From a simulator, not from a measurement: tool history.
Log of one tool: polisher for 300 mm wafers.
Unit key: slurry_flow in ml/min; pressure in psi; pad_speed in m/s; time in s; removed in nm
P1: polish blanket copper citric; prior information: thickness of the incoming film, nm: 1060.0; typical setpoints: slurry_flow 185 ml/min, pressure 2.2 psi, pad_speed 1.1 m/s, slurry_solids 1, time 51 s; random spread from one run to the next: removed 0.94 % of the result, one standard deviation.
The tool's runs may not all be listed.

run   hour  slurry_flow  pressure  pad_speed  slurry_solids  time  removed
  1      7          185       2.2        1.1              1    51   103.42
  2   10.8          185       2.2        1.1              1    51   102.39
  3   18.1          185       2.2       1.46           0.55    51   120.88
  4   22.3          185       1.2        1.1           1.35    51   61.706
  5   27.1          185       2.2        0.5              1    51   47.781
  6     32          185       2.2        1.1              1    75   153.55
  7   39.3          185         1        1.1              1    51   48.916
  8   45.3          185       2.2        1.1           1.25    51   108.92
  9   50.7          265       2.2        1.1              1    51   105.19
      54.4  -- slurry nozzle cleaned
 10   54.7          185       2.2        1.1              1    51   103.05
 11   57.9          110       2.2        1.1              1    51    94.48
 12   62.1          185       2.2        1.1              1    24   48.658
 13   68.8          185       2.2        1.1              1    51   102.59
 14   72.8          185       2.2        1.6              1    51    148.8
 15   79.6          185       2.2        1.1              1    51    101.6
 16   84.6          185       2.2        1.1              1    51   102.56
 17   90.2          185       3.4        1.1              1    51   156.23
 18   93.9          185       2.2        1.1            0.7    51    95.79
 19  100.8          185       2.2        1.1              1    51   103.49
 20  105.4          185       2.2        1.1              1    51   101.45
 21    112          185       2.2        1.1              1    51   100.46
 22  118.2          185       2.2        1.1              1    51   98.864
     121.6  -- head pressure recalibrated
 23  123.8          185       2.2        1.1              1    51   97.544
 24  127.7          185       2.2        1.1              1    51   97.149
 25  132.3          185       2.2        1.1              1    51     97.5
 26  137.2          185       2.2        1.1              1    51   99.283
 27  141.5          185       2.2        1.1              1    51   97.946
     143.3  -- worn pad replaced by a new one
 28  146.3          185       2.2        1.1              1    51   96.777
 29  152.7          185       2.2        1.1              1    51   96.433
 30  158.6          185       2.2        1.1              1    51   96.936

The output of P1 has drifted from where it used to be. Each of the 2 causes below, taken at the size shown beside it, accounts for the log equally well:
A: abrasive missing from the slurry, % = 27.8
B: slurry flow missing at the pad, % = 32.9
Creep in the process output first set in at about hour 100.8.
Other possible causes, and why each is ruled out:
removal rate lost through wear of the pad, %: serviced at hour 143.3, after the drift had started, without restoring the earlier output
head's pressure below its setpoint, %: serviced at hour 121.6, after the drift had started, without restoring the earlier output

The list below offers 4 check runs, each averaging the results of 3 wafers, and shows each result as a question mark. For which of them would the listed causes give clearly different results?
check 1  164.5          185       1.1       0.72              1    51        ?
check 2  164.5          185       2.2       0.52              1    28        ?
check 3  164.5          110       2.2       0.64              1    51        ?
check 4  164.5          185       3.3       0.62              1    51        ?

How each check would come out, cause by cause:
  check   result    if A    if B
check 1  removed  33.484  33.485
check 2  removed  25.856  25.857
check 3  removed  52.133  50.061
check 4  removed  81.974  81.974
Distance between the nearest two causes, measured in the result of the check that separates them most: check 1 0 %; check 2 0 %; check 3 4.05 %; check 4 0 %
Only check 3 tells the causes apart: in the others they would give nearly the same result.

Check 3 has now been run. It gave: removed 52.004 nm. Which of the candidate causes is it?

It is A: abrasive missing from the slurry, %.
